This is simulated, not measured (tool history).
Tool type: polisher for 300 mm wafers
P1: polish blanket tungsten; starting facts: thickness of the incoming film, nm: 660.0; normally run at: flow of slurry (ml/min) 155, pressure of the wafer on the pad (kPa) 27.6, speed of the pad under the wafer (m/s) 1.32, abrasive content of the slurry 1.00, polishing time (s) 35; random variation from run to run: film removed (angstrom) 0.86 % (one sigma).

run   hour  flow of slurry (ml/min)  pressure of the wafer on the pad (kPa)  speed of the pad under the wafer (m/s)  abrasive content of the slurry  polishing time (s)  wafers polished on this pad  hours since the slurry nozzle was cleaned  hours since the head pressure was calibrated  hours since the slurry blender was calibrated  hours since the slurry got fresh peroxide  film removed (angstrom)
  1    6.3                      155                                    27.6                                    1.32                            1.00                  35                          391                                      606.6                                         779.0                                           48.2                                       84.9                   2834.0
  2   14.4                      240                                    27.6                                    1.32                            1.00                  35                          469                                      614.7                                         787.1                                           56.3                                       93.0                   3009.4
  3   22.8                      155                                    27.6                                    1.32                            1.00                  35                          549                                      623.1                                         795.5                                           64.7                                      101.4                   2828.6
  4   28.7                       95                                    27.6                                    1.32                            1.00                  35                          605                                      629.0                                         801.4                                           70.6                                      107.3                   2581.2
  5   36.0                      155                                    27.6                                    1.32                            0.50                  35                          675                                      636.3                                         808.7                                           77.9                                      114.6                   2391.9
  6   40.8                      105                                    27.6                                    1.32                            1.45                  35                          721                                      641.1                                         813.5                                           82.7                                      119.4                   2865.3
  7   46.4                      155                                    27.6                                    1.32                            1.00                  35                          775                                      646.7                                         819.1                                           88.3                                      125.0                   2797.4
      49.9  -- slurry tank refilled with fresh slurry and peroxide
  8   55.4                      155                                    27.6                                    1.32                            1.00                  55                          861                                      655.7                                         828.1                                           97.3                                        5.5                   4408.1
  9   60.7                      155                                    27.6                                    1.32                            1.00                  35                          911                                      661.0                                         833.4                                          102.6                                       10.8                   2846.1
 10   65.9                      155                                    13.8                                    1.32                            1.25                  35                          961                                      666.2                                         838.6                                          107.8                                       16.0                   1497.0
 11   71.3                      155                                    27.6                                    1.32                            1.00                  35                         1013                                      671.6                                         844.0                                          113.2                                       21.4                   2855.2
 12   77.1                      155                                    27.6                                    0.78                            1.00                  35                         1068                                      677.4                                         849.8                                          119.0                                       27.2                   1686.8
 13   84.2                      155                                    41.4                                    1.32                            1.00                  35                         1136                                      684.5                                         856.9                                          126.1                                       34.3                   4237.0
      86.4  -- head pressure recalibrated
 14   91.3                      155                                    27.6                                    2.00                            1.00                  35                         1204                                      691.6                                           5.0                                          133.2                                       41.4                   4257.3
 15   97.0                      155                                    27.6                                    1.32                            1.00                  16                         1258                                      697.3                                          10.7                                          138.9                                       47.1                   1291.4
 16  103.3                      155                                    27.6                                    1.32                            1.00                  35                         1319                                      703.6                                          17.0                                          145.2                                       53.4                   2843.8
 17  110.4                      155                                    17.2                                    1.32                            1.00                  35                         1387                                      710.7                                          24.1                                          152.3                                       60.5                   1783.2
 18  119.6                      155                                    27.6                                    1.32                            1.30                  35                         1475                                      719.9                                          33.3                                          161.5                                       69.7                   2964.2
 19  123.9                      155                                    27.6                                    1.32                            1.00                  35                         1516                                      724.2                                          37.6                                          165.8                                       74.0                   2810.9
 20  131.4                      155                                    27.6                                    1.32                            1.00                  35                         1587                                      731.7                                          45.1                                          173.3                                       81.5                   2742.1
 21  139.7                      155                                    27.6                                    1.32                            1.00                  35                         1667                                      740.0                                          53.4                                          181.6                                       89.8                   2628.5
     143.5  -- head pressure recalibrated
 22  147.8                      155                                    27.6                                    1.32                            1.00                  35                         1744                                      748.1                                           4.4                                          189.7                                       97.9                   2635.3

Run 23, settings as shown, results not yet in. Your forecast:
     153.1  -- slurry blender recalibrated
     154.0  -- slurry tank refilled with fresh slurry and peroxide
 23  155.7                      155                                    27.6                                    1.32                            1.00                  35                         1820                                      756.0                                          12.3                                            2.7                                        1.8                        ?

{"run 23": {"film removed (angstrom)": 2576.8}}
